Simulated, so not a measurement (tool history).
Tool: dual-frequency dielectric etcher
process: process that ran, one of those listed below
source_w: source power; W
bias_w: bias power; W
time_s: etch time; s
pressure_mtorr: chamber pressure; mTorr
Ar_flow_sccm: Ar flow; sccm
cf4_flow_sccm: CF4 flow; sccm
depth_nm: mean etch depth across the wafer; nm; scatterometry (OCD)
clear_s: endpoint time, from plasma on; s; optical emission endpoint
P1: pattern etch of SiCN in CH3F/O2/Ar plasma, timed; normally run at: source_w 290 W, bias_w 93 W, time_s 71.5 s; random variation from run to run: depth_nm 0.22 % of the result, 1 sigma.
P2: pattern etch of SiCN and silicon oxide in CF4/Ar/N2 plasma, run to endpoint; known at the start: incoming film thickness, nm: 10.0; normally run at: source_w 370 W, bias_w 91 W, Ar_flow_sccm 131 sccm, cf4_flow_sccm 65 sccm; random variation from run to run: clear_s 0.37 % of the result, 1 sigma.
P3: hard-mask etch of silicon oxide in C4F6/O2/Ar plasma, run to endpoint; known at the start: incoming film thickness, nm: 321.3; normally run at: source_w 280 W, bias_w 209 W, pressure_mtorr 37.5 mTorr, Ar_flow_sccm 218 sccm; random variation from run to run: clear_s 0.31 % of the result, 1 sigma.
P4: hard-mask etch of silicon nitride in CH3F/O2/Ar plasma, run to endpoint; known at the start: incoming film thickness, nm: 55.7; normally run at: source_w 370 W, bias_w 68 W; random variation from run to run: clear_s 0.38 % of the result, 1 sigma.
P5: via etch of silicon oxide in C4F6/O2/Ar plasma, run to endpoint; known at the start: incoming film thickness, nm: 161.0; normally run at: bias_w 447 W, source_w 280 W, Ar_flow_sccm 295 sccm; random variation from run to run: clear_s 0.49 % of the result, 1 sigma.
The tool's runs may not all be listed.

run	day	process	source_w	bias_w	time_s	pressure_mtorr	Ar_flow_sccm	cf4_flow_sccm	hours since the last wet clean	hours since the last source power generator calibration	hours since the last bias power generator calibration	depth_nm	clear_s
1	0.583	P1	290	93	71.5				313.8	1465.7	726.4	25.099	
2	1.008	P1	290	93	71.5				324	1475.9	736.6	25.17	
3	1.629	P1	290	118	71.5				338.9	1490.8	751.5	27.694	
4	2.104	P3	280	209		45.5	218		350.3	1502.2	762.9		113.68
5	2.6	P3	280	209		37.5	218		362.2	1514.1	774.8		111.76
6	2.904	P3	280	268		37.5	218		369.5	1521.4	782.1		102.6
7	3.312	P1	290	93	71.5				379.3	1531.2	791.9	25.289	
8	3.896	P4	370	68					393.3	1545.2	805.9		85.627
9	4.238	P3	280	209		37.5	218		401.5	1553.4	814.1		111.38
10	4.925	P4	370	46					418	1569.9	830.6		97.71
11	5.321	P1	290	93	100.5				427.5	1579.4	840.1	35.486	
12	5.771	P1	290	68	71.5				438.3	1590.2	850.9	22.553	
13	6.154	P2	370	91			131	65	447.5	1599.4	860.1		13.352
14	6.546	P2	370	91			179	65	456.9	1608.8	869.5		14.107
15	6.929	P1	380	72	71.5				466.1	1618	878.7	25.353	
16	7.462	P1	290	93	71.5				478.9	1630.8	891.5	25.187	
17	7.817	P1	190	93	71.5				487.4	1639.3	900	21.654	
18	8.483	P1	290	93	71.5				503.4	1655.3	916	25.21	
19	9.067	P1	290	93	55				517.4	1669.3	930	19.441	
20	9.483	P1	400	93	71.5				527.4	1679.3	940	28.44	
21	10.112	P3	340	209		37.5	218		542.5	1694.4	955.1		103.18
22	10.683	P5	280	447			295		556.2	1708.1	968.8		41.064
# day 10.725: wet clean of the chamber
23	11.346	P5	200	447			295		14.9	1724	984.7		47.024
24	11.95	P2	370	128			131	65	29.4	1738.5	999.2		11.745
25	12.512	P2	510	91			131	65	42.9	1752	1012.7		10.159
26	13.179	P5	280	534			295		58.9	1768	1028.7		38.429
27	13.612	P1	290	128	94				69.3	1778.4	1039.1	37.642	
28	14.083	P5	280	447			173		80.6	1789.7	1050.4		38.93
29	14.492	P3	280	209		37.5	148		90.4	1799.5	1060.2		106.17
30	15.104	P2	370	91			131	41	105.1	1814.2	1074.9		14.403
31	15.767	P1	230	68	71.5				121	1830.1	1090.8	20.62	
32	16.3	P1	290	93	71.5				133.8	1842.9	1103.6	25.187	
33	16.758	P4	230	68					144.8	1853.9	1114.6		103.22
34	17.412	P2	370	91			131	65	160.5	1869.6	1130.3		13.359
35	17.742	P1	290	93	71.5				168.4	1877.5	1138.2	25.293	
36	18.342	P1	290	93	71.5				182.8	1891.9	1152.6	25.394	
37	18.954	P1	290	93	71.5				197.5	1906.6	1167.3	25.548	
# day 19.25: wet clean of the chamber
38	19.371	P1	290	93	71.5				3	1916.6	1177.3	25.595	
39	19.888	P1	290	93	71.5				15.4	1929	1189.7	25.591	
40	20.229	P1	290	93	71.5				23.6	1937.2	1197.9	25.684	
41	20.808	P1	290	93	71.5				37.5	1951.1	1211.8	25.664	
42	21.125	P1	290	93	71.5				45.1	1958.7	1219.4	25.657	

What P1 gives has crept away from where it was. These 2 causes fit the log equally well, each at the size given:
A: source power that arrives over what is set, % = 4.81
B: bias power that arrives over what is set, % = 4.64
The creep began at about day 17.742.
Why every other cause is out:
chamber walls in a state that raises the etch rate, %: serviced at day 19.25, which brought nothing back

4 check runs are offered, each on 2 wafers whose results are averaged, their results left as question marks. Which one tells the causes apart?
check 1	21.442	P3	280	259		37.5	154						?
check 2	21.442	P5	200	447			227						?
check 3	21.442	P2	370	104			131	49					?
check 4	21.442	P4	370	55									?

What each check would give under each cause:
check	result	if A	if B
check 1	clear_s	97.864	98.058
check 2	clear_s	44.693	44.689
check 3	clear_s	12.762	13.05
check 4	clear_s	90.541	90.849
How far apart the two closest causes lie, in the result that separates them most: check 1 0.2 %; check 2 0.01 %; check 3 2.23 %; check 4 0.34 %
Check 3 tells the causes apart: in the others they would give nearly the same result.

Then check 3 was run and gave: clear_s 12.743 s. Which cause is it?

It is A: source power that arrives over what is set, %.
